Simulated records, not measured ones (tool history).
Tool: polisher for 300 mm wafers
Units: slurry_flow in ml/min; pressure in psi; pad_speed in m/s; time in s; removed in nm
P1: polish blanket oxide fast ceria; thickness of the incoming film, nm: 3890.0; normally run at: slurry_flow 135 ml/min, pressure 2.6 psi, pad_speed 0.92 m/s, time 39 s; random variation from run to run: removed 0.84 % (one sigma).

| run | hour | slurry_flow | pressure | pad_speed | time | removed |
|---|---|---|---|---|---|---|
| 1 | 8.1 | 135 | 2.6 | 0.92 | 39 | 576.73 |
| 2 | 13.4 | 135 | 2.6 | 0.92 | 39 | 562.79 |
| 3 | 20.8 | 135 | 2.6 | 1.3 | 39 | 819.9 |
| 4 | 28.4 | 135 | 3.6 | 0.92 | 39 | 777.45 |
| 5 | 34.2 | 135 | 4 | 0.92 | 54 | 1206.7 |
| 6 | 38.9 | 180 | 1.8 | 0.92 | 39 | 414.41 |
| 7 | 46.2 | 80 | 2.6 | 0.92 | 39 | 509.46 |
| 8 | 52.8 | 135 | 2.6 | 0.92 | 60 | 874.6 |
| 9 | 58.4 | 135 | 1.2 | 0.92 | 39 | 265.91 |
| 10 | 67.4 | 205 | 2.6 | 0.92 | 39 | 610.53 |
| 11 | 72.1 | 135 | 2.6 | 0.92 | 39 | 570.36 |
| 12 | 80.9 | 135 | 2.6 | 0.58 | 39 | 359.28 |
| 13 | 89.5 | 135 | 2.6 | 0.92 | 39 | 577.52 |
| 14 | 98.4 | 135 | 2.6 | 0.92 | 20 | 293.32 |
| 15 | 107.9 | 135 | 2.6 | 0.92 | 39 | 570.44 |
| 16 | 113.2 | 135 | 2.6 | 0.92 | 39 | 558.83 |

Run 17 comes next. What will it give?
| 17 | 120.8 | 135 | 2.6 | 0.92 | 39 | ? |

{"run 17": {"removed": 547.93}}

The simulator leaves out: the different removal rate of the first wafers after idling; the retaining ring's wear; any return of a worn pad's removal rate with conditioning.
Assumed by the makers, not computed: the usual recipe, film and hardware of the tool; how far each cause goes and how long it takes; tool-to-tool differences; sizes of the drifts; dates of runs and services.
